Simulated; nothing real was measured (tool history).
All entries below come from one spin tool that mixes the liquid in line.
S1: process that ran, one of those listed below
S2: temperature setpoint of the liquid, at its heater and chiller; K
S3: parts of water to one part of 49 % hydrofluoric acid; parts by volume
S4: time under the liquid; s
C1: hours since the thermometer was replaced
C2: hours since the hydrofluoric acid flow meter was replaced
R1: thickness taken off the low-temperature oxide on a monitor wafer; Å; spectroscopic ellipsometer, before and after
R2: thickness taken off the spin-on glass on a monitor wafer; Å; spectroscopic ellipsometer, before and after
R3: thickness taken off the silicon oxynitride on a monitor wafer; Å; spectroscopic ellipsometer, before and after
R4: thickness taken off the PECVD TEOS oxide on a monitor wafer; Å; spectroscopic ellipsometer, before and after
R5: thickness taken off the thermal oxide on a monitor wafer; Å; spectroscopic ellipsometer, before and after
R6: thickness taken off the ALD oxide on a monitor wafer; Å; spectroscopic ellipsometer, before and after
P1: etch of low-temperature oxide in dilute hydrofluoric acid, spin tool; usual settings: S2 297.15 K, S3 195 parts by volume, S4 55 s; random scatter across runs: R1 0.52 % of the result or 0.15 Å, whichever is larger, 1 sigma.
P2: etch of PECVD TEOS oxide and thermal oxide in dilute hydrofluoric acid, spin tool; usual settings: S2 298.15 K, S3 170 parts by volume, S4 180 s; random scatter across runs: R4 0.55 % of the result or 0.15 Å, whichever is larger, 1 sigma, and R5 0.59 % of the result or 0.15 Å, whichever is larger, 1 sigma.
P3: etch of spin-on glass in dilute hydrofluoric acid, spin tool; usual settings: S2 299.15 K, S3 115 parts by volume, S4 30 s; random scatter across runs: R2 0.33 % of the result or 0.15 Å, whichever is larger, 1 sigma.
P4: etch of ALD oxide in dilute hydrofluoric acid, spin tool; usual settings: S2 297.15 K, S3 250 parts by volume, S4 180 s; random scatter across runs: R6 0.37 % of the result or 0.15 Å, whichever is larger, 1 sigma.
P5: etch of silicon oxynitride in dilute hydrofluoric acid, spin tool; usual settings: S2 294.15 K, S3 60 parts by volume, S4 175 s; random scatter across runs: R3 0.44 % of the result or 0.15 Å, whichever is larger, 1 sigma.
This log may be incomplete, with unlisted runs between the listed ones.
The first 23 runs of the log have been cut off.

run 24 day=5.267 | S1=P1 S2=297.15 S3=100 S4=55 | C1=1038.8 C2=1330.1 | R1=88.933
run 25 day=5.512 | S1=P3 S2=299.15 S3=115 S4=45 | C1=1044.7 C2=1336.0 | R2=188.840
run 26 day=5.725 | S1=P2 S2=298.15 S3=170 S4=180 | C1=1049.8 C2=1341.1 | R4=154.510 R5=48.343
run 27 day=5.862 | S1=P1 S2=292.15 S3=115 S4=55 | C1=1053.1 C2=1344.4 | R1=62.111
run 28 day=6.117 | S1=P3 S2=299.15 S3=115 S4=30 | C1=1059.2 C2=1350.5 | R2=124.990
run 29 day=6.383 | S1=P4 S2=297.15 S3=250 S4=180 | C1=1065.6 C2=1356.9 | R6=91.1580
run 30 day=6.662 | S1=P5 S2=290.15 S3=60 S4=175 | C1=1072.3 C2=1363.6 | R3=70.551
run 31 day=6.812 | S1=P1 S2=297.15 S3=195 S4=105 | C1=1075.9 C2=1367.2 | R1=78.301
run 32 day=7.038 | S1=P3 S2=306.65 S3=115 S4=30 | C1=1081.3 C2=1372.6 | R2=166.100
run 33 day=7.175 | S1=P1 S2=297.15 S3=195 S4=55 | C1=1084.6 C2=1375.9 | R1=41.491
run 34 day=7.454 | S1=P1 S2=297.15 S3=195 S4=55 | C1=1091.3 C2=1382.6 | R1=39.892
run 35 day=7.688 | S1=P1 S2=297.15 S3=195 S4=55 | C1=1096.9 C2=1388.2 | R1=38.845
run 36 day=7.921 | S1=P1 S2=297.15 S3=195 S4=55 | C1=1102.5 C2=1393.8 | R1=37.990

For run 37, what comes out?
run 37 day=8.192 | S1=P1 S2=297.15 S3=195 S4=55 | C1=1109.0 C2=1400.3 | R1=?

{"run 37": {"R1": 38.191}}
